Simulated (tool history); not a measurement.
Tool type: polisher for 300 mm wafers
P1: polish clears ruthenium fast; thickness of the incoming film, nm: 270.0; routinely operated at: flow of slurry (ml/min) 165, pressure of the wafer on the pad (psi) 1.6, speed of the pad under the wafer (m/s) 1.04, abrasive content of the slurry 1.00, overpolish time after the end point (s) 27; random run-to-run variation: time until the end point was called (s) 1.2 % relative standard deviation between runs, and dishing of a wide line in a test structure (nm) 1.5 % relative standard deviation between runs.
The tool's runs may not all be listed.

run,hour,flow of slurry (ml/min),pressure of the wafer on the pad (psi),speed of the pad under the wafer (m/s),abrasive content of the slurry,overpolish time after the end point (s),time until the end point was called (s),dishing of a wide line in a test structure (nm)
1,2.3,165,1.6,1.04,1.00,27,91.327,61.393
2,6.2,165,1.6,1.56,1.00,27,59.194,84.328
3,11.5,100,1.6,1.04,1.00,27,98.346,54.933
4,15.5,165,1.6,1.04,1.00,27,88.924,59.675
5,20.0,165,2.2,1.04,1.00,27,65.810,80.969
6,23.4,165,1.6,1.04,1.45,27,77.025,68.600
7,26.6,165,1.6,0.70,1.00,27,132.320,41.348
8,30.2,165,1.6,1.04,1.00,27,87.862,60.201
9,34.8,165,1.6,1.04,1.00,27,88.068,59.802
10,38.9,225,1.6,1.04,1.00,27,84.397,63.913
11,42.8,165,1.1,1.04,1.00,27,133.120,43.546
12,47.7,165,1.6,1.04,1.00,27,88.424,60.317
13,50.4,215,1.6,1.04,1.25,27,78.912,68.928
14,55.1,165,1.6,1.04,0.50,27,128.060,42.620
15,58.0,165,1.6,1.04,1.00,8,88.631,19.650
16,60.7,165,1.6,1.04,1.00,53,88.126,105.680
17,65.1,165,1.6,1.04,1.00,27,87.659,60.165
18,67.8,165,1.6,1.04,1.00,27,89.591,60.853

Run 19 is up next; what results do you expect?
19,72.1,165,1.6,1.04,1.00,27,?,?

Run 19 measured time until the end point was called (s) 93.146, dishing of a wide line in a test structure (nm) 58.927.
